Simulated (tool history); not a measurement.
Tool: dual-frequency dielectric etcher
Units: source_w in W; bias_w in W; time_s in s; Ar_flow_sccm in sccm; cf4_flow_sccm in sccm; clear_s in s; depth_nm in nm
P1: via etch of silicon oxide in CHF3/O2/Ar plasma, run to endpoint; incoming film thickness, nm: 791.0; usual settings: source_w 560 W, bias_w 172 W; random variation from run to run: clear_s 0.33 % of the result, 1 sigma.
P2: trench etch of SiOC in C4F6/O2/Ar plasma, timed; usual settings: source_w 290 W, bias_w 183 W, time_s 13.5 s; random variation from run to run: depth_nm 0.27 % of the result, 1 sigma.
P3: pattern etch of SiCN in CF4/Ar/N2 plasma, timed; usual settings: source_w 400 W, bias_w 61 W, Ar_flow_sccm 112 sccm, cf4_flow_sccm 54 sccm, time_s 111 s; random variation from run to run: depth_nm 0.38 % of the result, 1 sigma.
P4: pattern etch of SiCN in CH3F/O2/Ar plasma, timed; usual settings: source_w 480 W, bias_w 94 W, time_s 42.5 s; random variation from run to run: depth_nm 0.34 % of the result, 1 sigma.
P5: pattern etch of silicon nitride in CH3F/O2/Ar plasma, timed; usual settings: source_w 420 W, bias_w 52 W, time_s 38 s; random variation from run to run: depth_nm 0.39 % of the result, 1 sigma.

run 1 hour=4.1 | process=P1 source_w=560 bias_w=172 | clear_s=404.34
run 2 hour=7.8 | process=P5 source_w=420 bias_w=52 time_s=38 | depth_nm=24.157
run 3 hour=12 | process=P2 source_w=290 bias_w=183 time_s=13.5 | depth_nm=24.845
run 4 hour=17.8 | process=P3 source_w=240 bias_w=61 time_s=111 Ar_flow_sccm=112 cf4_flow_sccm=54 | depth_nm=48.102
run 5 hour=22.2 | process=P1 source_w=560 bias_w=172 | clear_s=403.74
run 6 hour=26.5 | process=P2 source_w=350 bias_w=183 time_s=13.5 | depth_nm=26.671
run 7 hour=32.2 | process=P4 source_w=480 bias_w=94 time_s=42.5 | depth_nm=18.817
run 8 hour=37.1 | process=P2 source_w=290 bias_w=183 time_s=13.5 | depth_nm=24.822
run 9 hour=41.2 | process=P3 source_w=400 bias_w=61 time_s=111 Ar_flow_sccm=70 cf4_flow_sccm=54 | depth_nm=81.045
run 10 hour=45 | process=P4 source_w=640 bias_w=94 time_s=42.5 | depth_nm=20.77
run 11 hour=48.8 | process=P1 source_w=760 bias_w=172 | clear_s=360.49
run 12 hour=52.6 | process=P3 source_w=400 bias_w=61 time_s=111 Ar_flow_sccm=112 cf4_flow_sccm=54 | depth_nm=74.703
run 13 hour=58.4 | process=P3 source_w=400 bias_w=61 time_s=111 Ar_flow_sccm=112 cf4_flow_sccm=39 | depth_nm=71.292
run 14 hour=62.9 | process=P3 source_w=400 bias_w=61 time_s=160.5 Ar_flow_sccm=112 cf4_flow_sccm=54 | depth_nm=108.32
run 15 hour=67.7 | process=P5 source_w=420 bias_w=41 time_s=38 | depth_nm=22.388
run 16 hour=71.5 | process=P1 source_w=560 bias_w=172 | clear_s=404.31
run 17 hour=77 | process=P1 source_w=450 bias_w=129 | clear_s=485.81
run 18 hour=80.2 | process=P2 source_w=290 bias_w=128 time_s=13.5 | depth_nm=22.227
run 19 hour=86 | process=P1 source_w=420 bias_w=172 | clear_s=455.25
run 20 hour=90.3 | process=P3 source_w=400 bias_w=78 time_s=111 Ar_flow_sccm=112 cf4_flow_sccm=54 | depth_nm=81.908
run 21 hour=96.2 | process=P3 source_w=400 bias_w=61 time_s=111 Ar_flow_sccm=112 cf4_flow_sccm=54 | depth_nm=74.492
run 22 hour=101.9 | process=P4 source_w=480 bias_w=94 time_s=23.5 | depth_nm=10.431
run 23 hour=106.8 | process=P1 source_w=380 bias_w=119 | clear_s=530.99
run 24 hour=111.2 | process=P2 source_w=290 bias_w=183 time_s=17.5 | depth_nm=32.147
run 25 hour=115.9 | process=P4 source_w=480 bias_w=76 time_s=42.5 | depth_nm=17.456
run 26 hour=121.6 | process=P5 source_w=270 bias_w=52 time_s=38 | depth_nm=20.302
run 27 hour=126.7 | process=P1 source_w=560 bias_w=205 | clear_s=382.16
run 28 hour=129.7 | process=P1 source_w=560 bias_w=172 | clear_s=404.05
run 29 hour=132.3 | process=P1 source_w=560 bias_w=133 | clear_s=441.95
run 30 hour=137.3 | process=P1 source_w=560 bias_w=172 | clear_s=407.06
run 31 hour=142.8 | process=P5 source_w=420 bias_w=52 time_s=55 | depth_nm=34.781
run 32 hour=147.5 | process=P4 source_w=480 bias_w=94 time_s=42.5 | depth_nm=18.841
run 33 hour=150.1 | process=P1 source_w=400 bias_w=202 | clear_s=436.37
run 34 hour=152.9 | process=P1 source_w=560 bias_w=172 | clear_s=405.43
run 35 hour=158.1 | process=P1 source_w=560 bias_w=172 | clear_s=407.99
run 36 hour=160.8 | process=P1 source_w=560 bias_w=172 | clear_s=407.47
run 37 hour=166.5 | process=P1 source_w=560 bias_w=172 | clear_s=411.39
run 38 hour=172 | process=P1 source_w=560 bias_w=172 | clear_s=411.85
-- hour=173.8 wet clean of the chamber
run 39 hour=177.1 | process=P1 source_w=560 bias_w=172 | clear_s=411.98
run 40 hour=180 | process=P1 source_w=560 bias_w=172 | clear_s=411.89
run 41 hour=182.6 | process=P1 source_w=560 bias_w=172 | clear_s=416.15
run 42 hour=188.2 | process=P1 source_w=560 bias_w=172 | clear_s=413.34
run 43 hour=191.6 | process=P1 source_w=560 bias_w=172 | clear_s=413.69

What P1 gives has crept away from where it was. These 2 causes fit the log equally well, each at the size given:
A: source power that arrives under what is set, % = 4.28
B: bias power that arrives under what is set, % = 4.9
The creep began at about hour 152.9.
Why every other cause is out:
chamber walls in a state that lowers the etch rate, %: serviced at hour 173.8, which brought nothing back

4 check runs are offered, each on 2 wafers whose results are averaged, their results left as question marks. Which one tells the causes apart?
run check 1 hour=195 | process=P5 source_w=420 bias_w=52 time_s=38 | depth_nm=?
run check 2 hour=195 | process=P3 source_w=400 bias_w=61 time_s=111 Ar_flow_sccm=112 cf4_flow_sccm=54 | depth_nm=?
run check 3 hour=195 | process=P4 source_w=480 bias_w=94 time_s=42.5 | depth_nm=?
run check 4 hour=195 | process=P2 source_w=290 bias_w=183 time_s=13.5 | depth_nm=?

What each check would give under each cause:
check=check_1 result=depth_nm if_A=23.662 if_B=23.692
check=check_2 result=depth_nm if_A=72.06 if_B=73.535
check=check_3 result=depth_nm if_A=18.479 if_B=18.438
check=check_4 result=depth_nm if_A=24.397 if_B=24.412
How far apart the two closest causes lie, in the result that separates them most: check 1 0.13 %; check 2 2.03 %; check 3 0.22 %; check 4 0.06 %
Check 2 tells the causes apart: in the others they would give nearly the same result.

Then check 2 was run and gave: depth_nm 72.185 nm. Which cause is it?

It is A: source power that arrives under what is set, %.

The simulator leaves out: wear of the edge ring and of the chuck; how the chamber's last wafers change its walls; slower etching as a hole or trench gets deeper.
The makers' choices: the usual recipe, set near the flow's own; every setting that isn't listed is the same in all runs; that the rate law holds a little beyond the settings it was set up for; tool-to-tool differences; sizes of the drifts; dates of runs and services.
